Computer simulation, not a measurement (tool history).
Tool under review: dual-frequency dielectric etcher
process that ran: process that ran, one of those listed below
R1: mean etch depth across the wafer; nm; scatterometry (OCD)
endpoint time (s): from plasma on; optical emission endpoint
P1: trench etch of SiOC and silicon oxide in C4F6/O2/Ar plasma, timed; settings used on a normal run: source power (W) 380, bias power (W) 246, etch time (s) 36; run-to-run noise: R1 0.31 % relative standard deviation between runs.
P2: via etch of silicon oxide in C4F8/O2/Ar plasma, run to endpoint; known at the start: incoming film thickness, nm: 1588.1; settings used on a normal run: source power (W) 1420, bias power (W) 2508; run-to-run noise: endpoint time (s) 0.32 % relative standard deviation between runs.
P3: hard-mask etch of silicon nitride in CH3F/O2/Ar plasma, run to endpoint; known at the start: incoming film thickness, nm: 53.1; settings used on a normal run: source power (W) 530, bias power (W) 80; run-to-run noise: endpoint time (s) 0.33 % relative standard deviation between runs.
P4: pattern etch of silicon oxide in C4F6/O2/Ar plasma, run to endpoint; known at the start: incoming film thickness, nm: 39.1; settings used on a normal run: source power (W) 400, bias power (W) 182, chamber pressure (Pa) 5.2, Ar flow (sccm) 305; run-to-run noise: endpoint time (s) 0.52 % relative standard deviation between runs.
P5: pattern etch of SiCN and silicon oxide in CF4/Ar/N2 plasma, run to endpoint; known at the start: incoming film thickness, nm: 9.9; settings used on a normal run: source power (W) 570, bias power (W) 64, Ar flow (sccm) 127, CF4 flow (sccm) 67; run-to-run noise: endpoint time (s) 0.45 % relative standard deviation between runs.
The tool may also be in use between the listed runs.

run 1 day=0.133 | process_that_ran=P1 source_power_(W)=380 bias_power_(W)=246 etch_time_(s)=36 | R1=77.378
run 2 day=0.262 | process_that_ran=P4 source_power_(W)=240 bias_power_(W)=182 chamber_pressure_(Pa)=5.2 Ar_flow_(sccm)=305 | endpoint_time_(s)=15.758
run 3 day=0.421 | process_that_ran=P1 source_power_(W)=380 bias_power_(W)=325 etch_time_(s)=36 | R1=84.648
run 4 day=0.554 | process_that_ran=P5 source_power_(W)=570 bias_power_(W)=64 Ar_flow_(sccm)=155 CF4_flow_(sccm)=67 | endpoint_time_(s)=10.579
run 5 day=0.696 | process_that_ran=P1 source_power_(W)=380 bias_power_(W)=246 etch_time_(s)=36 | R1=77.177
run 6 day=0.846 | process_that_ran=P1 source_power_(W)=380 bias_power_(W)=246 etch_time_(s)=36 | R1=77.224
run 7 day=0.946 | process_that_ran=P3 source_power_(W)=530 bias_power_(W)=111 | endpoint_time_(s)=61.31
run 8 day=1.1 | process_that_ran=P1 source_power_(W)=510 bias_power_(W)=341 etch_time_(s)=36 | R1=96.344
run 9 day=1.192 | process_that_ran=P1 source_power_(W)=380 bias_power_(W)=246 etch_time_(s)=36 | R1=77.109
run 10 day=1.342 | process_that_ran=P2 source_power_(W)=1420 bias_power_(W)=2508 | endpoint_time_(s)=345.14
run 11 day=1.512 | process_that_ran=P5 source_power_(W)=570 bias_power_(W)=64 Ar_flow_(sccm)=127 CF4_flow_(sccm)=67 | endpoint_time_(s)=10.207
run 12 day=1.65 | process_that_ran=P1 source_power_(W)=540 bias_power_(W)=246 etch_time_(s)=36 | R1=88.31
run 13 day=1.758 | process_that_ran=P3 source_power_(W)=530 bias_power_(W)=80 | endpoint_time_(s)=69.054
run 14 day=1.858 | process_that_ran=P5 source_power_(W)=800 bias_power_(W)=64 Ar_flow_(sccm)=127 CF4_flow_(sccm)=67 | endpoint_time_(s)=7.5691
run 15 day=1.967 | process_that_ran=P1 source_power_(W)=250 bias_power_(W)=246 etch_time_(s)=36 | R1=65.992
run 16 day=2.158 | process_that_ran=P1 source_power_(W)=380 bias_power_(W)=246 etch_time_(s)=36 | R1=77.124
run 17 day=2.262 | process_that_ran=P4 source_power_(W)=400 bias_power_(W)=182 chamber_pressure_(Pa)=5.2 Ar_flow_(sccm)=305 | endpoint_time_(s)=13.124
run 18 day=2.388 | process_that_ran=P4 source_power_(W)=400 bias_power_(W)=111 chamber_pressure_(Pa)=5.2 Ar_flow_(sccm)=305 | endpoint_time_(s)=15.059
run 19 day=2.554 | process_that_ran=P4 source_power_(W)=400 bias_power_(W)=182 chamber_pressure_(Pa)=3.4 Ar_flow_(sccm)=305 | endpoint_time_(s)=12.271
run 20 day=2.683 | process_that_ran=P5 source_power_(W)=570 bias_power_(W)=64 Ar_flow_(sccm)=127 CF4_flow_(sccm)=94 | endpoint_time_(s)=9.6572
run 21 day=2.804 | process_that_ran=P4 source_power_(W)=400 bias_power_(W)=182 chamber_pressure_(Pa)=5.2 Ar_flow_(sccm)=181 | endpoint_time_(s)=12.227
run 22 day=2.975 | process_that_ran=P1 source_power_(W)=380 bias_power_(W)=246 etch_time_(s)=36 | R1=77.049
run 23 day=3.171 | process_that_ran=P5 source_power_(W)=570 bias_power_(W)=44 Ar_flow_(sccm)=127 CF4_flow_(sccm)=67 | endpoint_time_(s)=11.467
run 24 day=3.312 | process_that_ran=P3 source_power_(W)=350 bias_power_(W)=80 | endpoint_time_(s)=80.566
run 25 day=3.471 | process_that_ran=P4 source_power_(W)=400 bias_power_(W)=182 chamber_pressure_(Pa)=5.2 Ar_flow_(sccm)=305 | endpoint_time_(s)=12.99
run 26 day=3.583 | process_that_ran=P3 source_power_(W)=530 bias_power_(W)=80 | endpoint_time_(s)=68.937
run 27 day=3.692 | process_that_ran=P2 source_power_(W)=1420 bias_power_(W)=1547 | endpoint_time_(s)=397.67
run 28 day=3.875 | process_that_ran=P5 source_power_(W)=570 bias_power_(W)=64 Ar_flow_(sccm)=127 CF4_flow_(sccm)=67 | endpoint_time_(s)=10.25
run 29 day=3.992 | process_that_ran=P1 source_power_(W)=380 bias_power_(W)=149 etch_time_(s)=36 | R1=65.561
run 30 day=4.125 | process_that_ran=P2 source_power_(W)=870 bias_power_(W)=2508 | endpoint_time_(s)=416.56
run 31 day=4.3 | process_that_ran=P1 source_power_(W)=380 bias_power_(W)=246 etch_time_(s)=25 | R1=53.407
run 32 day=4.504 | process_that_ran=P1 source_power_(W)=380 bias_power_(W)=246 etch_time_(s)=54 | R1=116.18
run 33 day=4.692 | process_that_ran=P1 source_power_(W)=380 bias_power_(W)=246 etch_time_(s)=36 | R1=76.829
run 34 day=4.862 | process_that_ran=P1 source_power_(W)=380 bias_power_(W)=246 etch_time_(s)=36 | R1=77.813
run 35 day=5.05 | process_that_ran=P1 source_power_(W)=380 bias_power_(W)=246 etch_time_(s)=36 | R1=77.942
run 36 day=5.246 | process_that_ran=P1 source_power_(W)=380 bias_power_(W)=246 etch_time_(s)=36 | R1=78.534
-- day=5.392 wet clean of the chamber
run 37 day=5.425 | process_that_ran=P1 source_power_(W)=380 bias_power_(W)=246 etch_time_(s)=36 | R1=78.217
run 38 day=5.608 | process_that_ran=P1 source_power_(W)=380 bias_power_(W)=246 etch_time_(s)=36 | R1=78.326
run 39 day=5.779 | process_that_ran=P1 source_power_(W)=380 bias_power_(W)=246 etch_time_(s)=36 | R1=78.49

What P1 gives has crept off from where it sat before. The 2 causes that follow fit the log equally well, each at the size noted:
A: source power that arrives over what is set, % = 4.09
B: bias power that arrives over what is set, % = 4.61
Onset of the creep was near day 4.692.
All other causes, with the reason each is excluded:
chamber walls in a state that raises the etch rate, %: serviced after onset, at day 5.392, with no recovery of the prior output

The list below offers 4 check runs, each averaging the results of 3 wafers, and shows each result as a question mark. For which of them would the listed causes give clearly different results?
run check 1 day=5.95 | process_that_ran=P3 source_power_(W)=350 bias_power_(W)=96 | endpoint_time_(s)=?
run check 2 day=5.95 | process_that_ran=P4 source_power_(W)=260 bias_power_(W)=182 chamber_pressure_(Pa)=5.2 Ar_flow_(sccm)=236 | endpoint_time_(s)=?
run check 3 day=5.95 | process_that_ran=P2 source_power_(W)=1420 bias_power_(W)=1689 | endpoint_time_(s)=?
run check 4 day=5.95 | process_that_ran=P5 source_power_(W)=730 bias_power_(W)=64 Ar_flow_(sccm)=127 CF4_flow_(sccm)=90 | endpoint_time_(s)=?

Check results expected under each cause:
check=check_1 result=endpoint_time_(s) if_A=74.526 if_B=74.399
check=check_2 result=endpoint_time_(s) if_A=14.665 if_B=14.675
check=check_3 result=endpoint_time_(s) if_A=381.67 if_B=382.92
check=check_4 result=endpoint_time_(s) if_A=7.5019 if_B=7.6642
How far apart the two closest causes lie, in the result that separates them most: check 1 0.17 %; check 2 0.07 %; check 3 0.33 %; check 4 2.14 %
Check 4 tells the causes apart: in the others they would give nearly the same result.

Check 4 was carried out, with these results: endpoint time (s) 7.7014. Which of the listed causes is responsible?

B is the cause: bias power that arrives over what is set, %.
